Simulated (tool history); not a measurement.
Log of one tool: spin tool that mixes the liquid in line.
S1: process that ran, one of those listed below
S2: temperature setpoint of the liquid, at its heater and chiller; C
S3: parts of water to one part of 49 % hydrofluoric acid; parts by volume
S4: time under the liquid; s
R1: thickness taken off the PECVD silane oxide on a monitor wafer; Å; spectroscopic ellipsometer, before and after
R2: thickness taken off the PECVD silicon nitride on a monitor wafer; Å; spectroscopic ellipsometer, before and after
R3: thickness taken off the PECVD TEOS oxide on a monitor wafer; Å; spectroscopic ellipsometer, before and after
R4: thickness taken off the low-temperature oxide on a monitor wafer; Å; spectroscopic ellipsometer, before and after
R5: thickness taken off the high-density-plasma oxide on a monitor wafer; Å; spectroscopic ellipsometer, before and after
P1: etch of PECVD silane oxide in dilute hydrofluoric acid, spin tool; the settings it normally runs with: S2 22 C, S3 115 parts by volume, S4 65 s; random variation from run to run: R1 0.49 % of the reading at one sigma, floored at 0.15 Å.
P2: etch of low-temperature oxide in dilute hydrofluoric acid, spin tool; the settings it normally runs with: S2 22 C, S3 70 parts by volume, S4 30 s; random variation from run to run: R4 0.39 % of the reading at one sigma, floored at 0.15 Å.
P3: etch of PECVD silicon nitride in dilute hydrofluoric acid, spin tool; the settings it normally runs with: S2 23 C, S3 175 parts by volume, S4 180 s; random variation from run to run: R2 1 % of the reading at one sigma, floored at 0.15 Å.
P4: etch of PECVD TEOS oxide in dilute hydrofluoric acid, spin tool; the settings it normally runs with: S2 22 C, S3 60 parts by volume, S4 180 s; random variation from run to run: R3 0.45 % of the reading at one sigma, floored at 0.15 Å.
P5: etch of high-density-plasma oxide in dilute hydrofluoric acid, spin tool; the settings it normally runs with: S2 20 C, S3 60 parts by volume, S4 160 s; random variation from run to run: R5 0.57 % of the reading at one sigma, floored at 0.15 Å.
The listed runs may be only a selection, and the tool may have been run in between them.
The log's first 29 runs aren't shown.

run    day  S1  S2   S3   S4      R1  R2  R3      R4      R5
 30  7.296  P5  20   60  160                          125.87
 31  7.475  P2  22   70   30                  58.835
 32  7.788  P1  17  115   65  159.62
 33  7.988  P1  22  115   65  195.72
 34  8.279  P1  22  115   65  185.55
 35  8.458  P1  22  115   65  185.78
 36  8.746  P1  22  115   65  181.48
 37  8.967  P1  22  115   65  179.87
 38  9.288  P1  22  115   65  178.86
 39  9.612  P1  22  115   65  178.38
 40  9.758  P1  22  115   65  178.09

Forecast run 41:
 41  9.904  P1  22  115  65   ?

R1: 178.55 Å
